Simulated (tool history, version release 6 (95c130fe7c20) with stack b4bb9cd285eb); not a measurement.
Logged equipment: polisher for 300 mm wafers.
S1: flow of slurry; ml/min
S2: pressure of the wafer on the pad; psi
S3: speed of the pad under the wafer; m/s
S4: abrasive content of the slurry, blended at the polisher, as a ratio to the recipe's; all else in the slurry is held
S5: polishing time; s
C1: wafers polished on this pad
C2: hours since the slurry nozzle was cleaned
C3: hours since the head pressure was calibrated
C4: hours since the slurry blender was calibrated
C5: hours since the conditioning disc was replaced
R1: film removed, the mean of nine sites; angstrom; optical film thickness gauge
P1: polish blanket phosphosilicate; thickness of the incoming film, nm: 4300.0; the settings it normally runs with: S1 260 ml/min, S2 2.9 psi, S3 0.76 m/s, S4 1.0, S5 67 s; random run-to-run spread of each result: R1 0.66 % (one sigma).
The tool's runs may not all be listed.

Run 1, hour 5.4: S1 260 ml/min, S2 2.9 psi, S3 0.76 m/s, S4 1.0, S5 67 s; C1 315; C2 76.6; C3 605.9; C4 54.4; C5 151.7. Result: R1 4413.9 angstrom.
Run 2, hour 11.3: S1 410 ml/min, S2 2.9 psi, S3 0.76 m/s, S4 1.0, S5 67 s; C1 379; C2 82.5; C3 611.8; C4 60.3; C5 157.6. Result: R1 4560.3 angstrom.
Run 3, hour 16.8: S1 260 ml/min, S2 2.9 psi, S3 0.40 m/s, S4 1.0, S5 67 s; C1 439; C2 88.0; C3 617.3; C4 65.8; C5 163.1. Result: R1 2613.4 angstrom.
Run 4, hour 21.2: S1 260 ml/min, S2 2.9 psi, S3 0.76 m/s, S4 1.0, S5 67 s; C1 487; C2 92.4; C3 621.7; C4 70.2; C5 167.5. Result: R1 4363.0 angstrom.
Run 5, hour 26.2: S1 260 ml/min, S2 2.9 psi, S3 0.76 m/s, S4 1.0, S5 92 s; C1 541; C2 97.4; C3 626.7; C4 75.2; C5 172.5. Result: R1 6008.9 angstrom.
Run 6, hour 30.7: S1 260 ml/min, S2 2.9 psi, S3 1.12 m/s, S4 1.0, S5 67 s; C1 590; C2 101.9; C3 631.2; C4 79.7; C5 177.0. Result: R1 5962.4 angstrom.
Run 7, hour 35.6: S1 260 ml/min, S2 2.9 psi, S3 0.76 m/s, S4 1.0, S5 67 s; C1 644; C2 106.8; C3 636.1; C4 84.6; C5 181.9. Result: R1 4372.6 angstrom.
At hour 36.6: conditioning disc replaced and pad reconditioned.
Run 8, hour 44.3: S1 260 ml/min, S2 2.9 psi, S3 0.76 m/s, S4 1.0, S5 67 s; C1 739; C2 115.5; C3 644.8; C4 93.3; C5 7.7. Result: R1 4342.7 angstrom.
Run 9, hour 50.2: S1 260 ml/min, S2 2.9 psi, S3 0.76 m/s, S4 1.0, S5 43 s; C1 803; C2 121.4; C3 650.7; C4 99.2; C5 13.6. Result: R1 2804.7 angstrom.
Run 10, hour 57.6: S1 260 ml/min, S2 4.5 psi, S3 0.76 m/s, S4 1.0, S5 67 s; C1 884; C2 128.8; C3 658.1; C4 106.6; C5 21.0. Result: R1 6827.6 angstrom.
Run 11, hour 67.1: S1 260 ml/min, S2 1.8 psi, S3 0.76 m/s, S4 1.0, S5 47 s; C1 987; C2 138.3; C3 667.6; C4 116.1; C5 30.5. Result: R1 1896.2 angstrom.
Run 12, hour 72.5: S1 260 ml/min, S2 2.9 psi, S3 0.76 m/s, S4 1.0, S5 67 s; C1 1046; C2 143.7; C3 673.0; C4 121.5; C5 35.9. Result: R1 4344.2 angstrom.
Run 13, hour 79.2: S1 260 ml/min, S2 2.9 psi, S3 0.76 m/s, S4 1.0, S5 67 s; C1 1119; C2 150.4; C3 679.7; C4 128.2; C5 42.6. Result: R1 4409.3 angstrom.
Run 14, hour 85.2: S1 260 ml/min, S2 1.3 psi, S3 0.76 m/s, S4 1.0, S5 67 s; C1 1185; C2 156.4; C3 685.7; C4 134.2; C5 48.6. Result: R1 1977.4 angstrom.
At hour 91.8: head pressure recalibrated.
Run 15, hour 92.9: S1 260 ml/min, S2 2.9 psi, S3 0.76 m/s, S4 1.5, S5 67 s; C1 1269; C2 164.1; C3 1.2; C4 141.9; C5 56.3. Result: R1 5189.9 angstrom.
Run 16, hour 99.3: S1 260 ml/min, S2 2.9 psi, S3 0.76 m/s, S4 1.0, S5 67 s; C1 1338; C2 170.5; C3 7.6; C4 148.3; C5 62.7. Result: R1 4386.1 angstrom.
Run 17, hour 103.8: S1 155 ml/min, S2 2.9 psi, S3 0.76 m/s, S4 1.0, S5 67 s; C1 1388; C2 175.0; C3 12.1; C4 152.8; C5 67.2. Result: R1 4090.5 angstrom.
Run 18, hour 110.6: S1 260 ml/min, S2 2.9 psi, S3 0.76 m/s, S4 0.6, S5 67 s; C1 1462; C2 181.8; C3 18.9; C4 159.6; C5 74.0. Result: R1 3379.0 angstrom.
Run 19, hour 117.4: S1 260 ml/min, S2 2.9 psi, S3 0.76 m/s, S4 1.0, S5 67 s; C1 1536; C2 188.6; C3 25.7; C4 166.4; C5 80.8. Result: R1 4396.3 angstrom.
Run 20, hour 124.6: S1 260 ml/min, S2 2.9 psi, S3 0.76 m/s, S4 1.0, S5 67 s; C1 1614; C2 195.8; C3 32.9; C4 173.6; C5 88.0. Result: R1 4297.3 angstrom.

Predict the results of run 21:
Run 21, hour 130.8: S1 260 ml/min, S2 2.9 psi, S3 0.76 m/s, S4 1.0, S5 67 s; C1 1682; C2 202.0; C3 39.1; C4 179.8; C5 94.2. Result: R1 ?.

For run 21 the tool returned R1 4177.9 angstrom.
